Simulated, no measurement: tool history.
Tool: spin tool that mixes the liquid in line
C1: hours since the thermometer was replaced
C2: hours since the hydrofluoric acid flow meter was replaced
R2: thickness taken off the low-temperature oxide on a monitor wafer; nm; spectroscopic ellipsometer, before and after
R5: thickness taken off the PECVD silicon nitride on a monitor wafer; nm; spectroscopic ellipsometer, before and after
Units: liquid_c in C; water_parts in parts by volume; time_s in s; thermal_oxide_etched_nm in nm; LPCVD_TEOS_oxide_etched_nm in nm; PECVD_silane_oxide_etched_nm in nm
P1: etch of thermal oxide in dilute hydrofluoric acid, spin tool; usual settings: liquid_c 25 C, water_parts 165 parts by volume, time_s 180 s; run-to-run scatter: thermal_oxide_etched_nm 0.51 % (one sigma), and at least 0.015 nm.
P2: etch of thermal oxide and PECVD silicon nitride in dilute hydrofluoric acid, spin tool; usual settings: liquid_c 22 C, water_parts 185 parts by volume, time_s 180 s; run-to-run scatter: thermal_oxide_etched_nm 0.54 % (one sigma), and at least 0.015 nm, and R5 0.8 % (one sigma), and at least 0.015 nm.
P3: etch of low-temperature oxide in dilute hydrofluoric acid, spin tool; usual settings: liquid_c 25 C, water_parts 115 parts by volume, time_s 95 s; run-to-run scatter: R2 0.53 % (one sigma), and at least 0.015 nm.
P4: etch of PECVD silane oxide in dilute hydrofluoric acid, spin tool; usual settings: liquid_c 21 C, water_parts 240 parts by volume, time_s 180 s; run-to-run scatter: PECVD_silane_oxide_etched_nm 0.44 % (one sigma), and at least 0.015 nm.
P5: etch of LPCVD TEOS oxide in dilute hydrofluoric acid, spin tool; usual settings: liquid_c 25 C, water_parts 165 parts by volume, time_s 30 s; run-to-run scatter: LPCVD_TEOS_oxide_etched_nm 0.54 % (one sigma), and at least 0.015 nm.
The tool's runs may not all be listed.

Run 1, day 0.188: process P1, liquid_c 25 C, water_parts 165 parts by volume, time_s 180 s; C1 900.1; C2 341.9. Result: thermal_oxide_etched_nm 5.0475 nm.
Run 2, day 0.333: process P3, liquid_c 25 C, water_parts 115 parts by volume, time_s 165 s; C1 903.6; C2 345.4. Result: R2 36.433 nm.
Run 3, day 0.538: process P3, liquid_c 25 C, water_parts 115 parts by volume, time_s 95 s; C1 908.5; C2 350.3. Result: R2 20.875 nm.
Run 4, day 0.775: process P5, liquid_c 25 C, water_parts 165 parts by volume, time_s 30 s; C1 914.2; C2 356. Result: LPCVD_TEOS_oxide_etched_nm 7.4631 nm.
Run 5, day 0.938: process P1, liquid_c 25 C, water_parts 55 parts by volume, time_s 180 s; C1 918.1; C2 359.9. Result: thermal_oxide_etched_nm 17.32 nm.
At day 1.133: thermometer replaced.
Run 6, day 1.188: process P4, liquid_c 21 C, water_parts 405 parts by volume, time_s 180 s; C1 1.4; C2 365.9. Result: PECVD_silane_oxide_etched_nm 6.0141 nm.
Run 7, day 1.479: process P2, liquid_c 26 C, water_parts 185 parts by volume, time_s 180 s; C1 8.4; C2 372.9. Result: thermal_oxide_etched_nm 4.608 nm, R5 3.9902 nm.
Run 8, day 1.725: process P4, liquid_c 17 C, water_parts 240 parts by volume, time_s 180 s; C1 14.3; C2 378.8. Result: PECVD_silane_oxide_etched_nm 10.121 nm.
At day 1.867: hydrofluoric acid flow meter replaced.
Run 9, day 1.992: process P4, liquid_c 21 C, water_parts 240 parts by volume, time_s 95 s; C1 20.7; C2 3.1. Result: PECVD_silane_oxide_etched_nm 6.2464 nm.
Run 10, day 2.142: process P1, liquid_c 29 C, water_parts 165 parts by volume, time_s 180 s; C1 24.3; C2 6.7. Result: thermal_oxide_etched_nm 5.8702 nm.
Run 11, day 2.279: process P5, liquid_c 25 C, water_parts 290 parts by volume, time_s 30 s; C1 27.6; C2 10. Result: LPCVD_TEOS_oxide_etched_nm 3.7546 nm.
Run 12, day 2.408: process P1, liquid_c 21 C, water_parts 165 parts by volume, time_s 180 s; C1 30.7; C2 13.1. Result: thermal_oxide_etched_nm 4.3606 nm.
Run 13, day 2.65: process P5, liquid_c 29.5 C, water_parts 165 parts by volume, time_s 30 s; C1 36.5; C2 18.9. Result: LPCVD_TEOS_oxide_etched_nm 8.6897 nm.
Run 14, day 2.871: process P1, liquid_c 25 C, water_parts 165 parts by volume, time_s 180 s; C1 41.8; C2 24.2. Result: thermal_oxide_etched_nm 5.0606 nm.
Run 15, day 3.083: process P5, liquid_c 25 C, water_parts 165 parts by volume, time_s 45 s; C1 46.9; C2 29.3. Result: LPCVD_TEOS_oxide_etched_nm 11.05 nm.
Run 16, day 3.288: process P4, liquid_c 21 C, water_parts 240 parts by volume, time_s 180 s; C1 51.8; C2 34.2. Result: PECVD_silane_oxide_etched_nm 11.758 nm.
Run 17, day 3.442: process P5, liquid_c 25 C, water_parts 165 parts by volume, time_s 30 s; C1 55.5; C2 37.9. Result: LPCVD_TEOS_oxide_etched_nm 7.4404 nm.
Run 18, day 3.65: process P1, liquid_c 25 C, water_parts 165 parts by volume, time_s 360 s; C1 60.5; C2 42.9. Result: thermal_oxide_etched_nm 10.128 nm.
Run 19, day 3.9: process P2, liquid_c 22 C, water_parts 185 parts by volume, time_s 180 s; C1 66.5; C2 48.9. Result: thermal_oxide_etched_nm 4.0144 nm, R5 3.0582 nm.
Run 20, day 4.042: process P2, liquid_c 22 C, water_parts 185 parts by volume, time_s 325 s; C1 69.9; C2 52.3. Result: thermal_oxide_etched_nm 7.2888 nm, R5 5.6094 nm.
Run 21, day 4.279: process P1, liquid_c 25 C, water_parts 165 parts by volume, time_s 180 s; C1 75.6; C2 58. Result: thermal_oxide_etched_nm 5.0758 nm.
Run 22, day 4.55: process P1, liquid_c 25 C, water_parts 290 parts by volume, time_s 180 s; C1 82.1; C2 64.5. Result: thermal_oxide_etched_nm 2.503 nm.
Run 23, day 4.746: process P3, liquid_c 18 C, water_parts 115 parts by volume, time_s 95 s; C1 86.8; C2 69.2. Result: R2 15.74 nm.
Run 24, day 4.983: process P1, liquid_c 25 C, water_parts 165 parts by volume, time_s 180 s; C1 92.5; C2 74.9. Result: thermal_oxide_etched_nm 5.0915 nm.
Run 25, day 5.117: process P3, liquid_c 25 C, water_parts 30 parts by volume, time_s 95 s; C1 95.7; C2 78.1. Result: R2 90.689 nm.
Run 26, day 5.408: process P2, liquid_c 22 C, water_parts 40 parts by volume, time_s 180 s; C1 102.7; C2 85.1. Result: thermal_oxide_etched_nm 21.753 nm, R5 13.839 nm.
Run 27, day 5.621: process P1, liquid_c 25 C, water_parts 165 parts by volume, time_s 65 s; C1 107.8; C2 90.2. Result: thermal_oxide_etched_nm 1.8335 nm.
Run 28, day 5.75: process P1, liquid_c 31 C, water_parts 165 parts by volume, time_s 15 s; C1 110.9; C2 93.3. Result: thermal_oxide_etched_nm 0.51061 nm.

Forecast run 29:
Run 29, day 5.958: process P1, liquid_c 25 C, water_parts 165 parts by volume, time_s 180 s; C1 115.9; C2 98.3. Result: thermal_oxide_etched_nm ?.

Run 29 gave thermal_oxide_etched_nm 5.0344 nm.

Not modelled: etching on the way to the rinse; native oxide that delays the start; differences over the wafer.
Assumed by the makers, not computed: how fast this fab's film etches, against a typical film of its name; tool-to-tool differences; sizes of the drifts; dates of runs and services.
